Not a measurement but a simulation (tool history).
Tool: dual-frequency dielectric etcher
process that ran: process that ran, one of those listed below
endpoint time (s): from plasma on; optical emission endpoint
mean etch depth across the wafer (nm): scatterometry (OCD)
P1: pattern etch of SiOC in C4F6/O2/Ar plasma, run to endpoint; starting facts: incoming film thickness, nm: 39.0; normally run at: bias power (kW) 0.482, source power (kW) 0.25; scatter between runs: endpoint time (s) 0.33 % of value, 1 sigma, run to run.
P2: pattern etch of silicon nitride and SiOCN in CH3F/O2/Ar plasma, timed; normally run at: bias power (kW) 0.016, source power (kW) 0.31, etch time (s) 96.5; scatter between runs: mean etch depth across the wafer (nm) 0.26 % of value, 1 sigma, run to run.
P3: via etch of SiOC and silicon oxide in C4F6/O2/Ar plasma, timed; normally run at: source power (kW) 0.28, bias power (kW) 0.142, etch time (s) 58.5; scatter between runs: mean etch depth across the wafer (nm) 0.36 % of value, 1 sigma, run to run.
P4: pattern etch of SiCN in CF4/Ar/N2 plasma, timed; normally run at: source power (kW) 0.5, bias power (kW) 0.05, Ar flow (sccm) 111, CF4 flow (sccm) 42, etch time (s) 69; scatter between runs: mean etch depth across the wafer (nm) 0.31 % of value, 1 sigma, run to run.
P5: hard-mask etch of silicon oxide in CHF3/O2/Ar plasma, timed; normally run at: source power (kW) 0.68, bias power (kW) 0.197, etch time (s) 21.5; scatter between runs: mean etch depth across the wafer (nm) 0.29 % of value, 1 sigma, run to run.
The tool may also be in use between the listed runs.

| run | day | process that ran | bias power (kW) | source power (kW) | etch time (s) | Ar flow (sccm) | CF4 flow (sccm) | hours since the last wet clean | hours since the last bias power generator calibration | hours since the last source power generator calibration | endpoint time (s) | mean etch depth across the wafer (nm) |
|---|---|---|---|---|---|---|---|---|---|---|---|---|
| 1 | 0.692 | P1 | 0.482 | 0.25 |  |  |  | 109.6 | 1128.6 | 1295.2 | 15.692 |  |
| 2 | 1.392 | P5 | 0.233 | 0.68 | 21.5 |  |  | 126.4 | 1145.4 | 1312 |  | 48.636 |
| 3 | 2.162 | P3 | 0.142 | 0.28 | 58.5 |  |  | 144.9 | 1163.9 | 1330.5 |  | 53.93 |
| 4 | 2.771 | P2 | 0.016 | 0.31 | 96.5 |  |  | 159.5 | 1178.5 | 1345.1 |  | 10.104 |
| 5 | 3.529 | P4 | 0.05 | 0.5 | 69 | 111 | 26 | 177.7 | 1196.7 | 1363.3 |  | 47.251 |
| 6 | 4.296 | P3 | 0.142 | 0.28 | 58.5 |  |  | 196.1 | 1215.1 | 1381.7 |  | 53.585 |
| 7 | 4.712 | P3 | 0.142 | 0.28 | 73 |  |  | 206.1 | 1225.1 | 1391.7 |  | 66.618 |
| 8 | 5.083 | P1 | 0.482 | 0.25 |  |  |  | 215 | 1234 | 1400.6 | 15.731 |  |
| 9 | 5.467 | P2 | 0.016 | 0.44 | 96.5 |  |  | 224.2 | 1243.2 | 1409.8 |  | 11.442 |
| 10 | 5.85 | P2 | 0.016 | 0.31 | 96.5 |  |  | 233.4 | 1252.4 | 1419 |  | 10.127 |
|  | 6.033 | source power generator calibrated |
| 11 | 6.221 | P2 | 0.016 | 0.31 | 126 |  |  | 242.3 | 1261.3 | 4.6 |  | 13.223 |
| 12 | 6.6 | P1 | 0.673 | 0.25 |  |  |  | 251.4 | 1270.4 | 13.7 | 13.822 |  |
| 13 | 7.104 | P5 | 0.197 | 0.68 | 21.5 |  |  | 263.5 | 1282.5 | 25.8 |  | 45.897 |
| 14 | 7.554 | P4 | 0.05 | 0.5 | 95.5 | 111 | 42 | 274.3 | 1293.3 | 36.6 |  | 71.715 |
| 15 | 8.325 | P1 | 0.368 | 0.2 |  |  |  | 292.8 | 1311.8 | 55.1 | 18.901 |  |
| 16 | 8.95 | P1 | 0.482 | 0.35 |  |  |  | 307.8 | 1326.8 | 70.1 | 13.832 |  |
| 17 | 9.4 | P5 | 0.197 | 0.95 | 21.5 |  |  | 318.6 | 1337.6 | 80.9 |  | 52.181 |
| 18 | 9.929 | P4 | 0.041 | 0.5 | 69 | 111 | 42 | 331.3 | 1350.3 | 93.6 |  | 48.16 |
| 19 | 10.467 | P3 | 0.142 | 0.18 | 58.5 |  |  | 344.2 | 1363.2 | 106.5 |  | 44.798 |
| 20 | 11.079 | P1 | 0.482 | 0.25 |  |  |  | 358.9 | 1377.9 | 121.2 | 15.664 |  |
| 21 | 11.633 | P1 | 0.482 | 0.25 |  |  |  | 372.2 | 1391.2 | 134.5 | 15.767 |  |
| 22 | 12.25 | P3 | 0.196 | 0.28 | 58.5 |  |  | 387 | 1406 | 149.3 |  | 59.279 |
| 23 | 12.938 | P5 | 0.197 | 0.68 | 21.5 |  |  | 403.5 | 1422.5 | 165.8 |  | 45.828 |
| 24 | 13.612 | P1 | 0.482 | 0.19 |  |  |  | 419.7 | 1438.7 | 182 | 17.391 |  |
| 25 | 14.1 | P4 | 0.05 | 0.5 | 69 | 111 | 42 | 431.4 | 1450.4 | 193.7 |  | 51.61 |
| 26 | 14.642 | P2 | 0.019 | 0.31 | 96.5 |  |  | 444.4 | 1463.4 | 206.7 |  | 10.893 |
| 27 | 15.354 | P4 | 0.05 | 0.5 | 69 | 111 | 42 | 461.5 | 1480.5 | 223.8 |  | 51.655 |
| 28 | 15.692 | P1 | 0.365 | 0.25 |  |  |  | 469.6 | 1488.6 | 231.9 | 17.398 |  |
| 29 | 16.292 | P1 | 0.482 | 0.25 |  |  |  | 484 | 1503 | 246.3 | 15.584 |  |
| 30 | 16.917 | P1 | 0.398 | 0.16 |  |  |  | 499 | 1518 | 261.3 | 19.893 |  |
| 31 | 17.321 | P5 | 0.197 | 0.68 | 15.5 |  |  | 508.7 | 1527.7 | 271 |  | 33.022 |
| 32 | 17.675 | P4 | 0.05 | 0.5 | 69 | 66 | 42 | 517.2 | 1536.2 | 279.5 |  | 56.705 |
| 33 | 18.033 | P1 | 0.662 | 0.32 |  |  |  | 525.8 | 1544.8 | 288.1 | 12.728 |  |
| 34 | 18.679 | P4 | 0.05 | 0.65 | 69 | 111 | 42 | 541.3 | 1560.3 | 303.6 |  | 65.048 |
| 35 | 19.275 | P1 | 0.482 | 0.25 |  |  |  | 555.6 | 1574.6 | 317.9 | 15.629 |  |
| 36 | 19.792 | P1 | 0.482 | 0.25 |  |  |  | 568 | 1587 | 330.3 | 15.525 |  |
| 37 | 20.175 | P1 | 0.482 | 0.25 |  |  |  | 577.2 | 1596.2 | 339.5 | 15.634 |  |
| 38 | 20.842 | P1 | 0.482 | 0.25 |  |  |  | 593.2 | 1612.2 | 355.5 | 15.495 |  |
|  | 21.367 | wet clean of the chamber |
| 39 | 21.554 | P1 | 0.482 | 0.25 |  |  |  | 4.6 | 1629.3 | 372.6 | 15.482 |  |
| 40 | 22.058 | P1 | 0.482 | 0.25 |  |  |  | 16.7 | 1641.4 | 384.7 | 15.438 |  |
| 41 | 22.471 | P1 | 0.482 | 0.25 |  |  |  | 26.6 | 1651.3 | 394.6 | 15.457 |  |

The log shows P1 creeping away from where it was. Any of the 2 causes listed here, at the size stated for it, fits the log just as well as the others:
A: bias power that arrives over what is set, % = 4.4
B: source power that arrives over what is set, % = 4.57
The gradual shift began around day 19.275.
Why every other cause is out:
chamber walls in a state that raises the etch rate, %: serviced after onset, at day 21.367, with no recovery of the prior output

Of the 4 check runs listed below, each run on one wafer and each result written as a question mark, which would let you distinguish the listed causes because they would give clearly different results?
| check 1 | 22.883 | P2 | 0.016 | 0.31 | 96.5 |  |  |  |  |  |  | ? |
| check 2 | 22.883 | P4 | 0.05 | 0.5 | 69 | 111 | 42 |  |  |  |  | ? |
| check 3 | 22.883 | P5 | 0.197 | 0.68 | 21.5 |  |  |  |  |  |  | ? |
| check 4 | 22.883 | P3 | 0.142 | 0.28 | 58.5 |  |  |  |  |  |  | ? |

What each check would give under each cause:
| check | result | if A | if B |
|---|---|---|---|
| check 1 | mean etch depth across the wafer (nm) | 10.312 | 10.287 |
| check 2 | mean etch depth across the wafer (nm) | 52.429 | 53.693 |
| check 3 | mean etch depth across the wafer (nm) | 46.469 | 46.58 |
| check 4 | mean etch depth across the wafer (nm) | 54.31 | 54.519 |
Smallest distance between any two causes, each pair judged by its most separating result, in per cent: check 1 0.24 %; check 2 2.38 %; check 3 0.24 %; check 4 0.38 %
Check 2 is the one run that separates the causes; every other check would come out nearly the same whichever cause is at work.

After running check 2, the following was obtained: mean etch depth across the wafer (nm) 54.017. Which cause does this point to?

B is the cause: source power that arrives over what is set, %.
